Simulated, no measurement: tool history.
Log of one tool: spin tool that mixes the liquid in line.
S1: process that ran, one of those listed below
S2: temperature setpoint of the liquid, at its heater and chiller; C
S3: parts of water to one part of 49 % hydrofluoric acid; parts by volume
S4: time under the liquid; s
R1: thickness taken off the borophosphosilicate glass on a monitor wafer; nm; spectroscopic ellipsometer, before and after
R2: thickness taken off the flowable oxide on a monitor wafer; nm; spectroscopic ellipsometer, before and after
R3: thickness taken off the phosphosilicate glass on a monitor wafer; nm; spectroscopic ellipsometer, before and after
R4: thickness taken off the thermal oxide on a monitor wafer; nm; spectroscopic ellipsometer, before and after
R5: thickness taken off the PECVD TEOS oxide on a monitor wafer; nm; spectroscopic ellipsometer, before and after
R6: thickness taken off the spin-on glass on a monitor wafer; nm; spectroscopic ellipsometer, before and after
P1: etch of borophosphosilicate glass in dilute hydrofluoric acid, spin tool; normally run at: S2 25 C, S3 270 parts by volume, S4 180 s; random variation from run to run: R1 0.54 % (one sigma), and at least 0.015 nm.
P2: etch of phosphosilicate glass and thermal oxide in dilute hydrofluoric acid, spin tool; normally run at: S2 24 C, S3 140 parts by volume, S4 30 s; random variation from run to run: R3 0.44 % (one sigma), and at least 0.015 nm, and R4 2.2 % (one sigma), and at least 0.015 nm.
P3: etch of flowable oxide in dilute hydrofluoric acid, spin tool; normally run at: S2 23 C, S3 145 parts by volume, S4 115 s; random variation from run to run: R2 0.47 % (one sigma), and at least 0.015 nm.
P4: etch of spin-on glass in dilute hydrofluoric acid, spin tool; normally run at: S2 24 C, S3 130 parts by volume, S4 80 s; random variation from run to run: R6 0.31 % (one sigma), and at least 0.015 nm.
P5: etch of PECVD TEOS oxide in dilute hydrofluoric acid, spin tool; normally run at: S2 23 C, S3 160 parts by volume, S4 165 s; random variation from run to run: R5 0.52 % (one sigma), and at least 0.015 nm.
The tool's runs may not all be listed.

run 1 hour=8.9 | S1=P1 S2=25 S3=270 S4=180 | R1=26.224
run 2 hour=15.7 | S1=P3 S2=31 S3=145 S4=115 | R2=34.224
run 3 hour=27 | S1=P1 S2=25 S3=270 S4=15 | R1=2.1982
run 4 hour=38.1 | S1=P2 S2=28.5 S3=140 S4=30 | R3=17.362 R4=1.2316
run 5 hour=44.1 | S1=P5 S2=23 S3=160 S4=165 | R5=19.221
run 6 hour=53.5 | S1=P1 S2=25 S3=270 S4=180 | R1=26.179
run 7 hour=62.6 | S1=P5 S2=23 S3=275 S4=165 | R5=9.8393
run 8 hour=73.9 | S1=P5 S2=23 S3=160 S4=25 | R5=2.9277
-- hour=74.8 thermometer replaced
run 9 hour=83.3 | S1=P1 S2=25 S3=270 S4=180 | R1=26.133
run 10 hour=89.9 | S1=P2 S2=24 S3=250 S4=30 | R3=7.2258 R4=0.48023
run 11 hour=96.6 | S1=P1 S2=21 S3=270 S4=180 | R1=22.836
run 12 hour=101.9 | S1=P3 S2=23 S3=45 S4=115 | R2=91.943
run 13 hour=110 | S1=P5 S2=23 S3=160 S4=165 | R5=19.251
run 14 hour=117.3 | S1=P1 S2=30.5 S3=270 S4=60 | R1=10.592
run 15 hour=125.5 | S1=P4 S2=24 S3=130 S4=160 | R6=27.73
-- hour=136.5 hydrofluoric acid flow meter replaced
run 16 hour=136.8 | S1=P1 S2=25 S3=270 S4=180 | R1=26.203
run 17 hour=146.2 | S1=P3 S2=23 S3=145 S4=115 | R2=25.16
run 18 hour=153.6 | S1=P4 S2=24 S3=20 S4=80 | R6=104.23
run 19 hour=163.3 | S1=P1 S2=25 S3=270 S4=350 | R1=51.668
run 20 hour=169 | S1=P1 S2=32.5 S3=270 S4=180 | R1=33.502

Forecast run 21:
run 21 hour=177.5 | S1=P5 S2=31.5 S3=160 S4=165 | R5=?

R5: 26.811 nm

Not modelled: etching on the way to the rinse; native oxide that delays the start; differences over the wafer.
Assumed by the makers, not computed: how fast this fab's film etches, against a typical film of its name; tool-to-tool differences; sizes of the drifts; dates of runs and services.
